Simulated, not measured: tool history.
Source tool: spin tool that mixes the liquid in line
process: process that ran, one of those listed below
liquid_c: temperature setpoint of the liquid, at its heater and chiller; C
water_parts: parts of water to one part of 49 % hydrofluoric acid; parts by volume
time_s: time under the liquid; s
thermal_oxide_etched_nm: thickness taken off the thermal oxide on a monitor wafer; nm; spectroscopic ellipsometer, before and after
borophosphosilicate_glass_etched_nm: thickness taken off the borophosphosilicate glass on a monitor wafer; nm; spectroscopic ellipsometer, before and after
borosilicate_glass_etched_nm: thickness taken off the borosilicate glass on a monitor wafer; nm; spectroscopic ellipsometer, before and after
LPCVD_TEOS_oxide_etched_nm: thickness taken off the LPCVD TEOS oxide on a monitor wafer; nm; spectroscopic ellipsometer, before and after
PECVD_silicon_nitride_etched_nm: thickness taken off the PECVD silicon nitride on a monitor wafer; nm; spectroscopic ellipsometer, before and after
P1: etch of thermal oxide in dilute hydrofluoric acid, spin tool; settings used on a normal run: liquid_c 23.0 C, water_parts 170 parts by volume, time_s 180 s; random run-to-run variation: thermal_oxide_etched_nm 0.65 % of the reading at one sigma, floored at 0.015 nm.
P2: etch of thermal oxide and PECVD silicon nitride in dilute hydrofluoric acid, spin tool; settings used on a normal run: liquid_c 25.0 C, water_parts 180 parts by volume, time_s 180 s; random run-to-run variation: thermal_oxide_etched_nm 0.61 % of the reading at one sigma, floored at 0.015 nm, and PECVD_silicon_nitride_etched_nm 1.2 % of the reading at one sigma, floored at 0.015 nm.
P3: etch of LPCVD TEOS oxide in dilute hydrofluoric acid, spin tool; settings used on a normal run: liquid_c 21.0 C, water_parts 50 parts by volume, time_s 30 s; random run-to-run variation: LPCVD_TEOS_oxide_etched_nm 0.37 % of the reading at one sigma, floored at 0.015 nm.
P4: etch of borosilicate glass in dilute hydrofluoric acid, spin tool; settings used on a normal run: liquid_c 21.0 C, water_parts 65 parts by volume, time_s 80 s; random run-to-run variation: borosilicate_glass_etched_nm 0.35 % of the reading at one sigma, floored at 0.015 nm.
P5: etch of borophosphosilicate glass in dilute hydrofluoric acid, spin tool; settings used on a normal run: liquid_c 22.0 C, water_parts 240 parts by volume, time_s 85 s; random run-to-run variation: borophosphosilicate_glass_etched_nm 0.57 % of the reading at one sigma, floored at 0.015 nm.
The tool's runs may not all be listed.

| run | hour | process | liquid_c | water_parts | time_s | thermal_oxide_etched_nm | borophosphosilicate_glass_etched_nm | borosilicate_glass_etched_nm | LPCVD_TEOS_oxide_etched_nm | PECVD_silicon_nitride_etched_nm |
|---|---|---|---|---|---|---|---|---|---|---|
| 1 | 4.7 | P1 | 23.0 | 170 | 180 | 4.3680 |  |  |  |  |
| 2 | 9.2 | P5 | 22.0 | 240 | 15 |  | 2.2445 |  |  |  |
| 3 | 13.0 | P4 | 21.0 | 65 | 145 |  |  | 60.996 |  |  |
| 4 | 21.2 | P3 | 21.0 | 50 | 30 |  |  |  | 24.997 |  |
| 5 | 29.5 | P1 | 23.0 | 170 | 180 | 4.3928 |  |  |  |  |
| 6 | 36.7 | P1 | 23.0 | 170 | 180 | 4.3900 |  |  |  |  |
| 7 | 44.9 | P1 | 30.0 | 170 | 180 | 5.6557 |  |  |  |  |
| 8 | 49.1 | P1 | 23.0 | 55 | 180 | 15.6010 |  |  |  |  |
| 9 | 56.1 | P2 | 25.0 | 50 | 180 | 19.1250 |  |  |  | 7.6947 |
| 10 | 60.3 | P1 | 23.0 | 170 | 180 | 4.3407 |  |  |  |  |
| 11 | 64.6 | P1 | 23.0 | 290 | 180 | 2.2719 |  |  |  |  |
| 12 | 69.6 | P3 | 21.0 | 50 | 30 |  |  |  | 24.929 |  |
| 13 | 75.1 | P2 | 25.0 | 180 | 180 | 4.4968 |  |  |  | 2.1488 |
| 14 | 79.7 | P4 | 21.0 | 90 | 80 |  |  | 23.682 |  |  |
| 15 | 84.5 | P1 | 20.0 | 270 | 180 | 2.2157 |  |  |  |  |
| 16 | 88.7 | P1 | 18.5 | 90 | 180 | 7.5753 |  |  |  |  |
| 17 | 96.0 | P2 | 25.0 | 180 | 350 | 8.7244 |  |  |  | 4.1658 |
| 18 | 101.7 | P4 | 21.0 | 65 | 80 |  |  | 33.966 |  |  |
| 19 | 106.3 | P5 | 18.0 | 240 | 85 |  | 11.0050 |  |  |  |
| 20 | 111.5 | P3 | 21.0 | 90 | 30 |  |  |  | 13.196 |  |
| 21 | 119.7 | P1 | 23.0 | 170 | 345 | 8.4546 |  |  |  |  |
| 22 | 125.2 | P3 | 21.0 | 50 | 15 |  |  |  | 12.572 |  |
| 23 | 131.0 | P2 | 25.0 | 180 | 180 | 4.5254 |  |  |  | 2.1672 |
| 24 | 139.3 | P1 | 19.5 | 170 | 180 | 3.9079 |  |  |  |  |
| 25 | 146.9 | P1 | 23.0 | 170 | 180 | 4.3979 |  |  |  |  |
| 26 | 152.8 | P4 | 29.0 | 65 | 80 |  |  | 46.714 |  |  |
| 27 | 159.7 | P5 | 22.0 | 95 | 85 |  | 37.9010 |  |  |  |
| 28 | 165.5 | P2 | 17.5 | 180 | 180 | 3.3852 |  |  |  | 1.3093 |

What will run 29 give?
| 29 | 170.1 | P1 | 23.0 | 170 | 70 | ? |  |  |  |  |

{"run 29": {"thermal_oxide_etched_nm": 1.716}}

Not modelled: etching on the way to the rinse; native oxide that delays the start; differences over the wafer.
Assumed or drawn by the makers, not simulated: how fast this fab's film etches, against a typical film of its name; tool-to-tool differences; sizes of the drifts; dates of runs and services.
